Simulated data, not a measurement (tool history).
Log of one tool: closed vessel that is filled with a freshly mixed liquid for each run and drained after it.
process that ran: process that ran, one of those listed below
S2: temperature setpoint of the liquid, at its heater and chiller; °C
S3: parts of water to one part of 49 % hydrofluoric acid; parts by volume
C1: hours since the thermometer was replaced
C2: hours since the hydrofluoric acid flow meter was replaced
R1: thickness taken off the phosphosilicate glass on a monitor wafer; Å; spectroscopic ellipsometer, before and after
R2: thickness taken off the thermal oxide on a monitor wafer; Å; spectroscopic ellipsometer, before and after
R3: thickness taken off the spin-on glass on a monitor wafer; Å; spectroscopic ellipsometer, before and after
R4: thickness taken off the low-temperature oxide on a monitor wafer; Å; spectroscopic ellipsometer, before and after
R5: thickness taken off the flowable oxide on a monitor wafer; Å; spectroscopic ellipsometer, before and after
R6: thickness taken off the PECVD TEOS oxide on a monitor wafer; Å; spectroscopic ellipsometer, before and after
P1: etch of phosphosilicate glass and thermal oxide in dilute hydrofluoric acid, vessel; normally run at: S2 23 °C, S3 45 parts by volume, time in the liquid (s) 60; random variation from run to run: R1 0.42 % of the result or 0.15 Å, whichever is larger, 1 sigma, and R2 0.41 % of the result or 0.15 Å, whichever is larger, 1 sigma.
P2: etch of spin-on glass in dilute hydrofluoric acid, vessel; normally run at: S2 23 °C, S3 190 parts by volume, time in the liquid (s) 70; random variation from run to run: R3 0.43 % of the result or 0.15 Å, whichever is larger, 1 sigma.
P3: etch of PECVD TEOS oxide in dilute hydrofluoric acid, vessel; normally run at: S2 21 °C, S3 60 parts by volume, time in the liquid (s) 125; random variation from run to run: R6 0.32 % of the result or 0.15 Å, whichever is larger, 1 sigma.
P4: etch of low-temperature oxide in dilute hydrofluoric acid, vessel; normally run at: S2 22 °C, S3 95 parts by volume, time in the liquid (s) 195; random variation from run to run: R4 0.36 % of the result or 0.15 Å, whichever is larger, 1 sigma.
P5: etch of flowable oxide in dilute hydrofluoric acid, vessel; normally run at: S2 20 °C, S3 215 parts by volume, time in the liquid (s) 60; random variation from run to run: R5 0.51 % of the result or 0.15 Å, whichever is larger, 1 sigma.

Run 1, day 0.392: process that ran P1, S2 23 °C, S3 45 parts by volume, time in the liquid (s) 60; C1 718.5; C2 518.1. Result: R1 1891.6 Å, R2 63.341 Å.
Run 2, day 0.6: process that ran P2, S2 23 °C, S3 190 parts by volume, time in the liquid (s) 115; C1 723.5; C2 523.1. Result: R3 185.62 Å.
Run 3, day 0.988: process that ran P4, S2 22 °C, S3 95 parts by volume, time in the liquid (s) 60; C1 732.8; C2 532.4. Result: R4 102.93 Å.
Run 4, day 1.221: process that ran P5, S2 20 °C, S3 215 parts by volume, time in the liquid (s) 60; C1 738.4; C2 538. Result: R5 120.51 Å.
Run 5, day 1.629: process that ran P5, S2 20 °C, S3 215 parts by volume, time in the liquid (s) 30; C1 748.2; C2 547.8. Result: R5 60.652 Å.
At day 1.775: hydrofluoric acid flow meter replaced.
Run 6, day 2.038: process that ran P3, S2 21 °C, S3 60 parts by volume, time in the liquid (s) 125; C1 758; C2 6.4. Result: R6 548.14 Å.
Run 7, day 2.221: process that ran P3, S2 21 °C, S3 60 parts by volume, time in the liquid (s) 205; C1 762.4; C2 10.8. Result: R6 897.18 Å.
Run 8, day 2.492: process that ran P2, S2 23 °C, S3 190 parts by volume, time in the liquid (s) 70; C1 768.9; C2 17.3. Result: R3 113.72 Å.
Run 9, day 2.812: process that ran P5, S2 20 °C, S3 395 parts by volume, time in the liquid (s) 60; C1 776.6; C2 25. Result: R5 55.966 Å.
Run 10, day 3.129: process that ran P4, S2 22 °C, S3 95 parts by volume, time in the liquid (s) 195; C1 784.2; C2 32.6. Result: R4 333.14 Å.
Run 11, day 3.396: process that ran P5, S2 28.5 °C, S3 215 parts by volume, time in the liquid (s) 60; C1 790.6; C2 39. Result: R5 165.44 Å.
Run 12, day 3.733: process that ran P1, S2 23 °C, S3 45 parts by volume, time in the liquid (s) 30; C1 798.7; C2 47.1. Result: R1 943.37 Å, R2 31.305 Å.
Run 13, day 4.125: process that ran P1, S2 17 °C, S3 45 parts by volume, time in the liquid (s) 60; C1 808.1; C2 56.5. Result: R1 1471 Å, R2 48.734 Å.
Run 14, day 4.358: process that ran P1, S2 23 °C, S3 45 parts by volume, time in the liquid (s) 60; C1 813.7; C2 62.1. Result: R1 1913.2 Å, R2 62.981 Å.
Run 15, day 4.721: process that ran P2, S2 23 °C, S3 190 parts by volume, time in the liquid (s) 70; C1 822.4; C2 70.8. Result: R3 113.87 Å.
Run 16, day 4.921: process that ran P1, S2 23 °C, S3 20 parts by volume, time in the liquid (s) 30; C1 827.2; C2 75.6. Result: R1 2196.9 Å, R2 73.002 Å.
Run 17, day 5.321: process that ran P2, S2 17 °C, S3 190 parts by volume, time in the liquid (s) 70; C1 836.8; C2 85.2. Result: R3 90.024 Å.
Run 18, day 5.608: process that ran P1, S2 23 °C, S3 45 parts by volume, time in the liquid (s) 115; C1 843.7; C2 92.1. Result: R1 3648.1 Å, R2 120.24 Å.
Run 19, day 5.829: process that ran P4, S2 22 °C, S3 20 parts by volume, time in the liquid (s) 195; C1 849; C2 97.4. Result: R4 1739.1 Å.
Run 20, day 6.033: process that ran P1, S2 23 °C, S3 45 parts by volume, time in the liquid (s) 60; C1 853.9; C2 102.3. Result: R1 1896.2 Å, R2 63.112 Å.
Run 21, day 6.35: process that ran P3, S2 21 °C, S3 25 parts by volume, time in the liquid (s) 125; C1 861.5; C2 109.9. Result: R6 1372.7 Å.
Run 22, day 6.75: process that ran P1, S2 23 °C, S3 45 parts by volume, time in the liquid (s) 60; C1 871.1; C2 119.5. Result: R1 1892.4 Å, R2 63.48 Å.
Run 23, day 7.092: process that ran P3, S2 26.5 °C, S3 60 parts by volume, time in the liquid (s) 125; C1 879.3; C2 127.7. Result: R6 687.13 Å.
Run 24, day 7.475: process that ran P4, S2 17 °C, S3 95 parts by volume, time in the liquid (s) 195; C1 888.5; C2 136.9. Result: R4 272.73 Å.
Run 25, day 7.879: process that ran P1, S2 23 °C, S3 45 parts by volume, time in the liquid (s) 60; C1 898.2; C2 146.6. Result: R1 1917.2 Å, R2 62.804 Å.
Run 26, day 8.25: process that ran P1, S2 23 °C, S3 65 parts by volume, time in the liquid (s) 60; C1 907.1; C2 155.5. Result: R1 1288.7 Å, R2 42.839 Å.
Run 27, day 8.608: process that ran P1, S2 23 °C, S3 20 parts by volume, time in the liquid (s) 60; C1 915.7; C2 164.1. Result: R1 4435.6 Å, R2 146.39 Å.
Run 28, day 8.812: process that ran P3, S2 21 °C, S3 60 parts by volume, time in the liquid (s) 125; C1 920.6; C2 169. Result: R6 545.77 Å.
Run 29, day 9.146: process that ran P1, S2 28 °C, S3 45 parts by volume, time in the liquid (s) 60; C1 928.6; C2 177. Result: R1 2332.4 Å, R2 77.146 Å.
Run 30, day 9.333: process that ran P1, S2 23 °C, S3 45 parts by volume, time in the liquid (s) 60; C1 933.1; C2 181.5. Result: R1 1895.4 Å, R2 62.581 Å.
Run 31, day 9.525: process that ran P2, S2 23 °C, S3 70 parts by volume, time in the liquid (s) 70; C1 937.7; C2 186.1. Result: R3 352.56 Å.
Run 32, day 9.771: process that ran P1, S2 23 °C, S3 45 parts by volume, time in the liquid (s) 60; C1 943.6; C2 192. Result: R1 1913.3 Å, R2 62.625 Å.
Run 33, day 10.079: process that ran P1, S2 23 °C, S3 45 parts by volume, time in the liquid (s) 60; C1 951; C2 199.4. Result: R1 1848.1 Å, R2 61.245 Å.
Run 34, day 10.388: process that ran P1, S2 23 °C, S3 45 parts by volume, time in the liquid (s) 60; C1 958.4; C2 206.8. Result: R1 1804.6 Å, R2 59.837 Å.
Run 35, day 10.658: process that ran P1, S2 23 °C, S3 45 parts by volume, time in the liquid (s) 60; C1 964.9; C2 213.3. Result: R1 1772.9 Å, R2 58.936 Å.
Run 36, day 10.867: process that ran P1, S2 23 °C, S3 45 parts by volume, time in the liquid (s) 60; C1 969.9; C2 218.3. Result: R1 1759.9 Å, R2 58.119 Å.
Run 37, day 11.283: process that ran P1, S2 23 °C, S3 45 parts by volume, time in the liquid (s) 60; C1 979.9; C2 228.3. Result: R1 1742.8 Å, R2 57.833 Å.
Run 38, day 11.658: process that ran P1, S2 23 °C, S3 45 parts by volume, time in the liquid (s) 60; C1 988.9; C2 237.3. Result: R1 1736.5 Å, R2 57.46 Å.
Run 39, day 11.925: process that ran P1, S2 23 °C, S3 45 parts by volume, time in the liquid (s) 60; C1 995.3; C2 243.7. Result: R1 1718.6 Å, R2 57.973 Å.
Run 40, day 12.308: process that ran P1, S2 23 °C, S3 45 parts by volume, time in the liquid (s) 60; C1 1004.5; C2 252.9. Result: R1 1734.6 Å, R2 57.002 Å.
Run 41, day 12.633: process that ran P1, S2 23 °C, S3 45 parts by volume, time in the liquid (s) 60; C1 1012.3; C2 260.7. Result: R1 1720.8 Å, R2 57.312 Å.
Run 42, day 13.038: process that ran P1, S2 23 °C, S3 45 parts by volume, time in the liquid (s) 60; C1 1022; C2 270.4. Result: R1 1712.2 Å, R2 56.919 Å.
Run 43, day 13.442: process that ran P1, S2 23 °C, S3 45 parts by volume, time in the liquid (s) 60; C1 1031.7; C2 280.1. Result: R1 1712.8 Å, R2 56.689 Å.

What P1 gives has crept away from where it was. These 2 causes fit the log equally well, each at the size given:
A: hydrofluoric acid flow below the setpoint (%) = 9.17
B: liquid colder than its thermometer reads (K) = 2.43
The creep began at about day 9.771.

4 check runs are offered, one wafer each, their results left as question marks. Which one tells the causes apart?
Run check 1, day 13.846: process that ran P3, S2 21 °C, S3 40 parts by volume, time in the liquid (s) 200. Result: R6 ?.
Run check 2, day 13.846: process that ran P2, S2 18 °C, S3 130 parts by volume, time in the liquid (s) 70. Result: R3 ?.
Run check 3, day 13.846: process that ran P4, S2 22 °C, S3 20 parts by volume, time in the liquid (s) 110. Result: R4 ?.
Run check 4, day 13.846: process that ran P5, S2 27 °C, S3 330 parts by volume, time in the liquid (s) 60. Result: R5 ?.

What each check would give under each cause:
  check  result    if A    if B
check 1      R6  1215.7  1212.2
check 2      R3  129.84  130.94
check 3      R4  893.58  888.06
check 4      R5  79.107  83.012
How far apart the two closest causes lie, in the result that separates them most: check 1 0.29 %; check 2 0.85 %; check 3 0.62 %; check 4 4.82 %
Only check 4 tells the causes apart: in the others they would give nearly the same result.

Then check 4 was run and gave: R5 79.239 Å. Which cause is it?

It is A: hydrofluoric acid flow below the setpoint (%).
